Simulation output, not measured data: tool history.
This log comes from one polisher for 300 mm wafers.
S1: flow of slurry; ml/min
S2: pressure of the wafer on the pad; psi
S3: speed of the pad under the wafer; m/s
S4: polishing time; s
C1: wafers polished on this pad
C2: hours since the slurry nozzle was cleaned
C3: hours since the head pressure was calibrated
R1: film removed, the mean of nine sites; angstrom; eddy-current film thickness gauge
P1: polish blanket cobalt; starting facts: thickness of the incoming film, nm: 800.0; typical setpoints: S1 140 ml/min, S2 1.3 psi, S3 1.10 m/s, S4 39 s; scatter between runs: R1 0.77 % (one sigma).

run   hour   S1   S2    S3  S4    C1     C2     C3       R1
  1   15.1  140  1.3  1.10  39   423  189.7   64.6  1154.00
  2   30.8  140  1.3  1.10  39   529  205.4   80.3  1143.00
  3   38.9  140  1.3  1.10  39   583  213.5   88.4  1135.10
  4   51.5  140  1.3  1.10  62   668  226.1  101.0  1841.20
  5   64.1  215  1.3  0.80  39   753  238.7  113.6   899.31
  6   74.5  140  1.3  1.10  39   823  249.1  124.0  1162.20
  7   85.3   95  0.8  1.10  39   896  259.9  134.8   654.23
  8   95.2   95  1.3  1.10  39   963  269.8  144.7  1057.90
  9  102.3  140  1.3  1.10  39  1011  276.9  151.8  1150.40
 10  112.4  140  1.3  0.72  39  1079  287.0  161.9   751.78
 11  127.1  205  1.3  1.10  39  1178  301.7  176.6  1211.90
 12  140.7  140  2.1  1.10  39  1270  315.3  190.2  1867.20
 13  154.7  140  1.3  1.10  20  1364  329.3  204.2   585.35
 14  166.0  140  0.6  1.10  39  1441  340.6  215.5   536.80
 15  179.9  140  1.9  1.10  49  1534  354.5  229.4  2104.40
 16  195.1  140  1.3  1.72  39  1637  369.7  244.6  1811.40
 17  206.8  140  1.3  1.10  39  1716  381.4  256.3  1147.50
 18  221.5  140  1.3  1.10  39  1815  396.1  271.0  1146.60
 19  231.1  140  1.3  1.10  39  1880  405.7  280.6  1127.80
 20  238.9  140  1.3  1.10  39  1932  413.5  288.4  1117.90
 21  251.5  140  1.3  1.10  39  2017  426.1  301.0  1100.20
 22  264.1  140  1.3  1.10  39  2102  438.7  313.6  1089.00
     276.6  -- head pressure recalibrated
 23  277.3  140  1.3  1.10  39  2191  451.9    0.7  1066.00
 24  288.5  140  1.3  1.10  39  2267  463.1   11.9  1066.90
 25  301.3  140  1.3  1.10  39  2353  475.9   24.7  1044.80
 26  309.7  140  1.3  1.10  39  2410  484.3   33.1  1053.80
 27  319.2  140  1.3  1.10  39  2474  493.8   42.6  1042.70
 28  332.2  140  1.3  1.10  39  2561  506.8   55.6  1050.70
 29  347.4  140  1.3  1.10  39  2664  522.0   70.8  1037.50

What P1 gives has crept away from where it was. These 2 causes fit the log equally well, each at the size given:
A: slurry flow missing at the pad, % = 34.8
B: removal rate lost through wear of the pad, % = 9.11
Onset of the creep was near hour 221.5.
Excluded causes, each with its reason:
head's pressure below its setpoint, %: serviced at hour 276.6, which brought nothing back

Which of the check runs below tells the causes apart, meaning the causes would give it clearly different results? Each run uses 5 wafers whose results are averaged, and each result is shown as a question mark.
check 1  362.6  140  0.6  1.10  60               ?
check 2  362.6  205  1.3  1.10  55               ?
check 3  362.6  140  2.0  1.10  22               ?
check 4  362.6  140  1.3  1.64  56               ?

What each check would give under each cause:
  check  result     if A     if B
check 1      R1   740.83   740.73
check 2      R1  1604.70  1560.10
check 3      R1   905.46   905.33
check 4      R1  2233.60  2233.20
Smallest distance between any two causes, each pair judged by its most separating result, in per cent: check 1 0.01 %; check 2 2.82 %; check 3 0.01 %; check 4 0.01 %
Only in check 2 would the causes give clearly different results; in the remaining checks their results would be nearly the same.

Here is what check 2 returned: R1 1608.10 angstrom. Which cause is it?

Of the candidate causes, it is A: slurry flow missing at the pad, %.
